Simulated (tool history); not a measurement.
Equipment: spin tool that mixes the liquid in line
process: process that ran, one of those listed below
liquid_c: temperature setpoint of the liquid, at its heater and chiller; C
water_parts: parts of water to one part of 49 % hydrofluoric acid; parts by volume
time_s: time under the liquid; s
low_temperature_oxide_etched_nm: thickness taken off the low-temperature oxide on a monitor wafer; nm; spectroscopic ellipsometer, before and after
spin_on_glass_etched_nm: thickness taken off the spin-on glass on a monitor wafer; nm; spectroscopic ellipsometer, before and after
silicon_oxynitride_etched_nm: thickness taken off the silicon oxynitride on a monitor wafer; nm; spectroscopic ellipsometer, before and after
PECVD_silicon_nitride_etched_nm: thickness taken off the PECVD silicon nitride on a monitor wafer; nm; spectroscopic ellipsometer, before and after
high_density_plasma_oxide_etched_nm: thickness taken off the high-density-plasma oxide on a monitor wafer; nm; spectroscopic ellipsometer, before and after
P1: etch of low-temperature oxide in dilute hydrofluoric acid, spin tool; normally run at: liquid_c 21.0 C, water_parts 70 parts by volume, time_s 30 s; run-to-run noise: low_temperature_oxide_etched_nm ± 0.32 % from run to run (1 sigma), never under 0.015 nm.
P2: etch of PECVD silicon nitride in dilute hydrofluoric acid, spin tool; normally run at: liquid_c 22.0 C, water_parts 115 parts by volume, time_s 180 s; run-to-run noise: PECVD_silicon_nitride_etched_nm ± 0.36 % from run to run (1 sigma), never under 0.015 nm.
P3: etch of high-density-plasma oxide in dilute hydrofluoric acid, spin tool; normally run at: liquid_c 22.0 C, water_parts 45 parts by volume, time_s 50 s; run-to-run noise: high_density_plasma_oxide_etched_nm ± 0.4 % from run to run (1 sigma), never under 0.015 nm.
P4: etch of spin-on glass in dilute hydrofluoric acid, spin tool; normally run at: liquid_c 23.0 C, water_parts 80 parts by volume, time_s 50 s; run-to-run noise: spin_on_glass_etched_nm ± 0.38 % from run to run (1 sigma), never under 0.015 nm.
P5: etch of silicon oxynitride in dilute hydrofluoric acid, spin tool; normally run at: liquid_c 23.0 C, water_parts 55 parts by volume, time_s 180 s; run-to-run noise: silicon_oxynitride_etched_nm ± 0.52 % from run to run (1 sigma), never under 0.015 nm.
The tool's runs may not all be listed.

run   hour  process  liquid_c  water_parts  time_s  low_temperature_oxide_etched_nm  spin_on_glass_etched_nm  silicon_oxynitride_etched_nm  PECVD_silicon_nitride_etched_nm  high_density_plasma_oxide_etched_nm
  1   11.1       P1      21.0           70      30                           9.9681
  2   21.4       P1      21.0           30      30                          24.5180
  3   31.3       P1      21.0           70      30                          10.0040
  4   46.1       P1      21.0           70      55                          18.2240
  5   64.4       P4      23.0           25      50                                                   125.940
  6   82.6       P5      30.0           55     180                                                                                 14.1570
  7   94.7       P1      17.0           70      50                          14.0890
  8  107.2       P4      23.0           80      15                                                    11.037
  9  116.9       P2      22.0          115     180                                                                                                                   5.9624
 10  130.3       P1      26.5          115      30                           7.1868
 11  139.9       P1      17.0           70      30                           8.4468
 12  148.7       P4      17.0           80      50                                                    28.594
 13  165.0       P1      21.0           35      50                          34.8020
 14  183.9       P1      21.0           70      30                          10.0030
 15  195.8       P5      23.0           55     180                                                                                 10.1970
 16  208.3       P5      23.0           95     180                                                                                  5.7284
 17  226.0       P2      22.0          115     280                                                                                                                   9.3102
 18  239.1       P3      22.0           45      50                                                                                                                                                        5.5284
 19  253.2       P5      23.0           55     180                                                                                 10.0810
 20  271.2       P2      22.0          215     180                                                                                                                   3.2722
 21  285.8       P5      23.0           55      55                                                                                  3.1144
 22  295.6       P1      21.0          105      30                           6.3883
     303.0  -- hydrofluoric acid flow meter replaced
 23  310.0       P3      22.0           25      50                                                                                                                                                       10.2030
 24  324.9       P2      30.0          115     180                                                                                                                  10.0620
 25  334.9       P1      26.0           70      30                          12.2400
 26  344.5       P2      22.0          115     180                                                                                                                   6.0172
 27  359.4       P3      22.0           45      25                                                                                                                                                        2.7698
 28  368.0       P3      27.5           45      50                                                                                                                                                        6.9651
 29  380.2       P4      23.0           80      50                                                    36.618
 30  389.8       P1      21.0           70      30                          10.0520
 31  409.0       P1      21.0           70      15                           5.0035
 32  425.1       P1      21.0           70      30                          10.0480
 33  439.6       P1      21.0           70      30                          10.0010
 34  449.1       P1      21.0           70      30                          10.2340
 35  461.9       P1      21.0           70      30                          10.3450
 36  478.9       P1      21.0           70      30                          10.5320
 37  494.3       P1      21.0           70      30                          10.5430
 38  511.0       P1      21.0           70      30                          10.6000
 39  529.4       P1      21.0           70      30                          10.6060
 40  544.2       P1      21.0           70      30                          10.7020
 41  554.9       P1      21.0           70      30                          10.6570
 42  568.8       P1      21.0           70      30                          10.7400
 43  582.7       P1      21.0           70      30                          10.7500

P1 no longer gives what it gave before; its output has crept away from where it was. The following 2 causes, each at its listed size, fit the log equally well:
A: hydrofluoric acid flow above the setpoint (%) = 6.29
B: liquid hotter than its thermometer reads (K) = 1.61
Creep in the process output first set in at about hour 439.6.

Each of the 4 check runs below uses one wafer; its results are left as question marks. Which run tells the causes apart?
check 1  596.6       P4      23.0           40      50                                                         ?
check 2  596.6       P2      28.5          210     180                                                                                                                        ?
check 3  596.6       P5      29.5           55     100                                                                                       ?
check 4  596.6       P3      25.0           25      50                                                                                                                                                             ?

What every check run would give for each of its results, assuming each possible cause in turn:
  check                               result     if A     if B
check 1              spin_on_glass_etched_nm   82.558   82.783
check 2      PECVD_silicon_nitride_etched_nm   5.3003   5.4875
check 3         silicon_oxynitride_etched_nm   8.1982   8.2830
check 4  high_density_plasma_oxide_etched_nm  12.4100  12.4560
Smallest distance between any two causes, each pair judged by its most separating result, in per cent: check 1 0.27 %; check 2 3.47 %; check 3 1.03 %; check 4 0.37 %
Of the check runs offered, only check 2 discriminates between the causes; the rest would read about the same regardless of which cause applies.

Here is what check 2 returned: PECVD_silicon_nitride_etched_nm 5.4883 nm. Which cause is it?

It was cause B: liquid hotter than its thermometer reads (K).

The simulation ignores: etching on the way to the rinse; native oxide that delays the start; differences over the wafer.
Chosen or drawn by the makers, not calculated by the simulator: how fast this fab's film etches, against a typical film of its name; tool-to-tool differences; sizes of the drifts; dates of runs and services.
